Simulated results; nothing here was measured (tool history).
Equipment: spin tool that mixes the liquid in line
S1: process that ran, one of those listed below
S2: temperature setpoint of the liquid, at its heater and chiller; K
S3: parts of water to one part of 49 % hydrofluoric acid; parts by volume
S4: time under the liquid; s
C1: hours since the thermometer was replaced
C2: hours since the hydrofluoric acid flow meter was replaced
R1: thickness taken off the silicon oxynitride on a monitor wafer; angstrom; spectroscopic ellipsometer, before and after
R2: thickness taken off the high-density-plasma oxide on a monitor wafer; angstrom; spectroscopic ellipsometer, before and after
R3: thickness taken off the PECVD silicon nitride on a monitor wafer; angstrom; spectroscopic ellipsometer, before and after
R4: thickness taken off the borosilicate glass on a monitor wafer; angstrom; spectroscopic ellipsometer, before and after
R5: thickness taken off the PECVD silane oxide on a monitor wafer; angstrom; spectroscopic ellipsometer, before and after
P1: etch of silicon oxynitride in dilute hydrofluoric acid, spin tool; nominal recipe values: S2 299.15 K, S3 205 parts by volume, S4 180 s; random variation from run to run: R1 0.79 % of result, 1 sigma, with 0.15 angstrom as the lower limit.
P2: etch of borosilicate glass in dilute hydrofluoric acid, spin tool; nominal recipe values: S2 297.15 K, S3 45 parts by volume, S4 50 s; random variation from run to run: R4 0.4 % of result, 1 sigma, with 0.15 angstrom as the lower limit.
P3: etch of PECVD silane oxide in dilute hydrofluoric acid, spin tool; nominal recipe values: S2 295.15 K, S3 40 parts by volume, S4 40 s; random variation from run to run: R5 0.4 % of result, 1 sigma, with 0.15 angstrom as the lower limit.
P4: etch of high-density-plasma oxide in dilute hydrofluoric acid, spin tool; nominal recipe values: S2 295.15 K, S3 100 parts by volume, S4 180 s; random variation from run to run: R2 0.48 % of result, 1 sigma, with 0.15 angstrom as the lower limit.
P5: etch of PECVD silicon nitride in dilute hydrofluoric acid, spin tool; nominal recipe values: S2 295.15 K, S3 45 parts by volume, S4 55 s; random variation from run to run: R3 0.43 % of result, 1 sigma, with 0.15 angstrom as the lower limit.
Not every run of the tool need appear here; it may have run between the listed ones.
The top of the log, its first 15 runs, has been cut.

run   hour  S1      S2   S3   S4      C1     C2       R1  R2      R3      R4  R5
 16  112.1  P2  290.15   45   50  1043.2  541.0                       249.82
 17  118.9  P1  299.15  205  180  1050.0  547.8  34.1070
 18  126.3  P1  299.15  345   15  1057.4  555.2   1.5882
 19  131.1  P1  299.15  300  180  1062.2  560.0  21.7100
 20  136.8  P2  297.15   45   15  1067.9  565.7                       100.60
 21  145.8  P5  295.15   45   55  1076.9  574.7               60.023
 22  154.3  P1  299.15  205  180  1085.4  583.2  34.4020
 23  159.5  P2  297.15   45   50  1090.6  588.4                       337.36

Run 24 is up next; what results do you expect?
 24  168.8  P1  299.15  205  95  1099.9  597.7   ?

{"run 24": {"R1": 18.154}}

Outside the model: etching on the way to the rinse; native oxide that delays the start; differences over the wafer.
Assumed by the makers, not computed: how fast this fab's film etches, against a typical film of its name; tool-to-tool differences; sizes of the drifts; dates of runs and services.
